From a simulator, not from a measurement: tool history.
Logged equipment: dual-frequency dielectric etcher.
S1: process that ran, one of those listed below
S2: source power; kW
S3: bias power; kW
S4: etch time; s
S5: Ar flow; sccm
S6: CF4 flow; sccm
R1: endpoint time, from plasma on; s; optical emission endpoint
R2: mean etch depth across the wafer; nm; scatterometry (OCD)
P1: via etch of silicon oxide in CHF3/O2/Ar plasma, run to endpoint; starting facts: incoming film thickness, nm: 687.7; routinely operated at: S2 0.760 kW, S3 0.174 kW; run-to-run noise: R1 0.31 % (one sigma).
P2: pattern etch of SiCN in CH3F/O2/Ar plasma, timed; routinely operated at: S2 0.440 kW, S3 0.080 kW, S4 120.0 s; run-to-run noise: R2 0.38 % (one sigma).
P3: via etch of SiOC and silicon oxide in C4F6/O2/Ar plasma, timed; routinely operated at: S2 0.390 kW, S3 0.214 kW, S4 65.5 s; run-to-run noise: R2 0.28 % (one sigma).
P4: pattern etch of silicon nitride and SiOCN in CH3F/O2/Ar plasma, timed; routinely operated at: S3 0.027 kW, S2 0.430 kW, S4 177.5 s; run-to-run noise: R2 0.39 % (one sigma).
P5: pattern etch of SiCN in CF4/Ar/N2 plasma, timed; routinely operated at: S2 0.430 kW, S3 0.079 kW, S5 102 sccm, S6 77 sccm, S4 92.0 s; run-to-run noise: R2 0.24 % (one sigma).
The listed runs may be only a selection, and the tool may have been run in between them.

run	hour	S1	S2	S3	S4	S5	S6	R1	R2
1	9.5	P1	0.760	0.174				315.50	
2	16.0	P4	0.590	0.027	177.5				29.562
3	23.3	P5	0.610	0.079	92.0	102	77		108.930
4	33.8	P1	0.760	0.174				317.74	
5	43.0	P2	0.320	0.080	120.0				44.157
6	48.2	P4	0.430	0.027	177.5				26.456
# hour 50.8: source power generator calibrated
7	54.6	P2	0.440	0.080	159.0				66.955
8	63.9	P3	0.390	0.135	65.5				67.391
9	73.6	P1	0.760	0.174				315.87	
10	83.6	P5	0.430	0.079	92.0	102	77		80.210
11	90.6	P1	0.530	0.174				362.13	
12	100.2	P1	0.760	0.174				317.49	
13	111.0	P2	0.440	0.080	120.0				49.552
14	118.4	P3	0.390	0.214	37.0				44.277
15	128.2	P1	0.760	0.138				341.72	
16	133.6	P5	0.430	0.053	92.0	102	77		69.868
17	141.5	P2	0.440	0.050	120.0				42.655
18	153.2	P1	0.760	0.174				316.11	
19	163.8	P1	1.050	0.174				278.72	
20	169.0	P5	0.430	0.079	92.0	102	52		75.422
21	176.8	P4	0.430	0.027	177.5				26.338
22	182.0	P5	0.430	0.079	92.0	62	77		85.532
23	189.6	P4	0.430	0.027	131.0				19.561
24	197.2	P3	0.390	0.214	65.5				78.702
25	204.1	P1	0.760	0.234				287.00	
26	211.3	P4	0.430	0.021	177.5				23.748
27	218.8	P3	0.500	0.214	65.5				85.664
28	225.9	P5	0.430	0.079	127.0	102	77		110.090
29	231.3	P1	0.950	0.208				273.94	
30	242.9	P1	0.760	0.174				316.33	
31	248.9	P1	0.760	0.174				317.59	
32	257.9	P1	0.760	0.174				318.90	
33	265.4	P1	0.760	0.174				320.72	
34	274.1	P1	0.760	0.174				320.46	
35	285.0	P1	0.760	0.174				321.32	
# hour 287.8: wet clean of the chamber
36	296.1	P1	0.760	0.174				320.47	
37	301.2	P1	0.760	0.174				321.37	
38	308.4	P1	0.760	0.174				321.24	
39	314.4	P1	0.760	0.174				322.04	

The log shows P1 creeping away from where it was. Any of the 2 causes listed here, at the size stated for it, fits the log just as well as the others:
A: source power that arrives under what is set, % = 3.95
B: bias power that arrives under what is set, % = 4.64
Onset of the creep was near hour 242.9.
The rest of the possible causes, and what rules out each one:
chamber walls in a state that lowers the etch rate, %: serviced at hour 287.8, after the drift had started, without restoring the earlier output

Below are 4 check runs, each on a single wafer, with their results shown as question marks. Which of them would tell the listed causes apart, meaning the causes would give clearly different results under it?
check 1	320.4	P4	0.570	0.021	177.5				?
check 2	320.4	P5	0.430	0.057	92.0	64	77		?
check 3	320.4	P3	0.390	0.214	42.0				?
check 4	320.4	P2	0.440	0.059	147.5				?

What each check would give under each cause:
check	result	if A	if B
check 1	R2	25.784	25.629
check 2	R2	73.929	75.539
check 3	R2	49.291	49.274
check 4	R2	54.442	54.419
How far apart the two closest causes lie, in the result that separates them most: check 1 0.6 %; check 2 2.15 %; check 3 0.03 %; check 4 0.04 %
Check 2 distinguishes between the causes, while the remaining checks would return nearly the same result for all of them.

The results of check 2 are: R2 75.593 nm. Based on these, which of the listed causes is it?

The cause is B: bias power that arrives under what is set, %.
